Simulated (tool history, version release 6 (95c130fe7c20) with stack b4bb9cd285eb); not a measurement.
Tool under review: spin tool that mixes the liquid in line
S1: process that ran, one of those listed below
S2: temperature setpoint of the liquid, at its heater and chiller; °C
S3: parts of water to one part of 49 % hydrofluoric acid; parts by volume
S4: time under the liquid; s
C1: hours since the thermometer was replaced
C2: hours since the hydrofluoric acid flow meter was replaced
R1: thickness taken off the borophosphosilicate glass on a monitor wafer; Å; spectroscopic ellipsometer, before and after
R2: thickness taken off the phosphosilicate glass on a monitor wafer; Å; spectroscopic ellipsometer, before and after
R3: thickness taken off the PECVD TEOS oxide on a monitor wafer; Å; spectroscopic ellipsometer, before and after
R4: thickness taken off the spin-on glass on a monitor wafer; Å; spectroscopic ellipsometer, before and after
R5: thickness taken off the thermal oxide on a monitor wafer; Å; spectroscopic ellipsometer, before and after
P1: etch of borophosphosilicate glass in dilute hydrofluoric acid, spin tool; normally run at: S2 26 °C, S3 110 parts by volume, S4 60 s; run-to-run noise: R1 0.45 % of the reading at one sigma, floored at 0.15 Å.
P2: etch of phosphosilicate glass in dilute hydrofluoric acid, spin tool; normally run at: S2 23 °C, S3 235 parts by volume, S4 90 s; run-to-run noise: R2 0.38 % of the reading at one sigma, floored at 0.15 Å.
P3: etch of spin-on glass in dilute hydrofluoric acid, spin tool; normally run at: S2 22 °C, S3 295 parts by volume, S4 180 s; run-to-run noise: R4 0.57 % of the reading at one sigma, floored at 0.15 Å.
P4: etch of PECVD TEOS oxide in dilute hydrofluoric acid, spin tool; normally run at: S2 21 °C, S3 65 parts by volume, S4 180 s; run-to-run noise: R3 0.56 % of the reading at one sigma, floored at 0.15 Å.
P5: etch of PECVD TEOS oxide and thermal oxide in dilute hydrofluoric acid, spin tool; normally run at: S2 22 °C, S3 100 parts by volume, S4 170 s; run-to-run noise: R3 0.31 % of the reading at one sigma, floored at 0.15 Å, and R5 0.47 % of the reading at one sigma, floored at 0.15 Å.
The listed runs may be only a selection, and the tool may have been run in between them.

run  hour  S1    S2   S3   S4     C1     C2      R1      R2      R3      R4      R5
  1     3  P1    26  110   60  215.9    128  283.46
  2   6.1  P2    23  235   25    219  131.1          137.95
  3  10.1  P4    21   65  180    223  135.1                  215.68
  4  14.4  P1  30.5  110  100  227.3  139.4  560.79
  5  19.6  P1    26  110  110  232.5  144.6  523.28
  6  24.3  P3    22  295   60  237.2  149.3                          39.662
  7  29.4  P3    30  295  180  242.3  154.4                          156.32
  8  32.7  P1    26  110   15  245.6  157.7  71.754
     36.5  -- thermometer replaced
  9  37.1  P2    17  235   90    0.7  162.1          394.23
 10  41.3  P1    26  110   60    4.9  166.3  284.82
 11  44.9  P4    21   65  290    8.5  169.9                  343.17
 12  49.7  P1  18.5  150   60   13.3  174.7  148.69
 13    55  P3    22  295  180   18.6    180                          118.02
 14  59.7  P4  29.5   65  180   23.3  184.7                  299.17
 15  63.6  P5    17  100  170   27.2  188.6                   116.7          62.031
 16  67.2  P1    26  110   60   30.8  192.2  282.77
 17  71.1  P2    23  235   90   34.7  196.1          491.56
 18  75.4  P3    22  545  180     39  200.4                          51.875
 19    78  P1    26   50   85   41.6    203  961.43
 20  81.4  P1    26  165   60     45  206.4  176.51

For run 21, what comes out?
 21  86.5  P1  26  25  60  50.1  211.5   ?

R1: 1408.4 Å

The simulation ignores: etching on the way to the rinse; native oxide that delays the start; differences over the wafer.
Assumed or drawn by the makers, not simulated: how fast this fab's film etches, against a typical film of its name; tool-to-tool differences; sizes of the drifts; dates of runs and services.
